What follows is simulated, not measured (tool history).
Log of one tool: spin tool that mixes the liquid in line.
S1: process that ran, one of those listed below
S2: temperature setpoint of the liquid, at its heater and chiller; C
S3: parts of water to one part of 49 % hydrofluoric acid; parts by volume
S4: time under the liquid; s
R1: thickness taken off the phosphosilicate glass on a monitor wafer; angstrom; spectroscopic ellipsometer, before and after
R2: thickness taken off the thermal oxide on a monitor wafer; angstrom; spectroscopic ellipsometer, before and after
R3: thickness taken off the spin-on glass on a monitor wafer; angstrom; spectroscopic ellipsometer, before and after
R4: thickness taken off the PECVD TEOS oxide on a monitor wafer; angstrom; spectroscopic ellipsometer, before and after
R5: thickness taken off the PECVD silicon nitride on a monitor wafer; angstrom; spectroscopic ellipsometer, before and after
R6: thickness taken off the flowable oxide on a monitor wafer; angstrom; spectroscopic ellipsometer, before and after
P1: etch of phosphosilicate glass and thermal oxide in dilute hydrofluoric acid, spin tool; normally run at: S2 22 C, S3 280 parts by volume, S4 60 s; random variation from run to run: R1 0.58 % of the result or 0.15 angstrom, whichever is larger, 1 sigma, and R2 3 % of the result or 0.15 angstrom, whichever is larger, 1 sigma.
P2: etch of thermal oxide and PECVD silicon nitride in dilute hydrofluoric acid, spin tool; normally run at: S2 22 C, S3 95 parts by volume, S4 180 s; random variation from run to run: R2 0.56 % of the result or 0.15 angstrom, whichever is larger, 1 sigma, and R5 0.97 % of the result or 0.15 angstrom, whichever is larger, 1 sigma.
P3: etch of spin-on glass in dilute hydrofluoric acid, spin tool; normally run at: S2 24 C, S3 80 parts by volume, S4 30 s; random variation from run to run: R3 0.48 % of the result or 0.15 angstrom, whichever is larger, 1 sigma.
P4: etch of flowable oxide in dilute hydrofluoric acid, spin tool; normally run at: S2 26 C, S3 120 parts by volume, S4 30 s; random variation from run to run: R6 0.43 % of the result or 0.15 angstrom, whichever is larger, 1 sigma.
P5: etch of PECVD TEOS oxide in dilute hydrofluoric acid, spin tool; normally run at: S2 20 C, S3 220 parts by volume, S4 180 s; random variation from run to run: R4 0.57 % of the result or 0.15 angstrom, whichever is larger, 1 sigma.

run    day  S1    S2   S3   S4      R1      R2      R3      R4      R5      R6
  1  0.158  P1    22  280   60  154.56  7.7025
  2  0.321  P3  31.5   80   30                  218.13
  3  0.592  P5    20  220   90                          35.052
  4  0.762  P5  25.5  220  180                          85.835
  5  1.004  P3    24   80   30                  162.41
  6  1.154  P1    22  280   60  153.31  7.3843
  7  1.408  P2    22   95  180          83.968                  29.229
  8  1.625  P3    24   80   15                  81.359
  9  1.896  P1    22  280   60  155.43  7.0733
 10  2.167  P1    22  280   60   154.3  7.7309
 11  2.304  P4    26  120   30                                          104.81
 12  2.446  P2    22  160  180          46.016                  16.963
 13  2.671  P1    22  185   15  64.547  3.0295
 14  2.904  P1  26.5  280   60  179.71  9.1192
 15  3.092  P1    22  515   60  68.438  3.2908
 16  3.308  P1    22  135   60  371.15  17.909
 17  3.562  P4  32.5  120   30                                          133.09
 18  3.821  P1    17  280   60  129.14  6.2528
 19      4  P2  26.5   95  180          99.522                  37.849
 20  4.275  P5    20  220  180                          69.109
 21  4.429  P1    22  280   60   153.9  7.4062
 22  4.662  P4    26   65   30                                          208.16
 23  4.808  P1    22  280   15  38.869  1.9927
 24    5.1  P1    22  280   95  243.53  12.278
 25  5.354  P3    24  145   30                  83.063
 26  5.588  P4    26  120   15                                          51.605
 27  5.762  P5    20  100  180                          172.58
 28  5.929  P5    20  220  180                          70.035
 29  6.058  P4    26  120   30                                          104.44
 30  6.346  P2    22   95  355          163.88                  55.809
 31  6.533  P1    22  280   60  152.72  7.5242
 32  6.796  P1    22  280   60   156.1   7.916
 33  7.021  P1    22  280   60   159.7  7.8357
 34  7.208  P1    22  280   60  161.16  8.0063
 35  7.417  P1    22  280   60  163.86  7.8152
 36  7.558  P1    22  280   60  165.65  7.6715
 37  7.729  P1    22  280   60  166.05  8.2709
 38  7.933  P1    22  280   60  167.86  7.9455
 39  8.071  P1    22  280   60  166.88  8.4711
 40  8.196  P1    22  280   60   167.4  7.8846
 41  8.408  P1    22  280   60  169.41  8.2226
 42  8.554  P1    22  280   60  167.66  8.3361

What P1 gives has crept away from where it was. These 2 causes fit the log equally well, each at the size given:
A: liquid hotter than its thermometer reads (K) = 2.35
B: hydrofluoric acid flow above the setpoint (%) = 6.82
The creep began at about day 6.796.

4 check runs are offered, one wafer each, their results left as question marks. Which one tells the causes apart?
check 1  8.7  P3  24  140   15           ?
check 2  8.7  P4  29  120   30                       ?
check 3  8.7  P5  23  220  180               ?
check 4  8.7  P2  22  140  180       ?           ?

What each check would give under each cause:
  check  result    if A    if B
check 1      R3  47.212  46.602
check 2      R6  127.55  126.26
check 3      R4  85.433  85.006
check 4      R2   58.73  57.839
check 4      R5  22.742  20.815
How far apart the two closest causes lie, in the result that separates them most: check 1 1.3 %; check 2 1.02 %; check 3 0.5 %; check 4 8.85 %
Only check 4 tells the causes apart: in the others they would give nearly the same result.

Then check 4 was run and gave: R2 57.839 angstrom; R5 20.526 angstrom. Which cause is it?

It is B: hydrofluoric acid flow above the setpoint (%).

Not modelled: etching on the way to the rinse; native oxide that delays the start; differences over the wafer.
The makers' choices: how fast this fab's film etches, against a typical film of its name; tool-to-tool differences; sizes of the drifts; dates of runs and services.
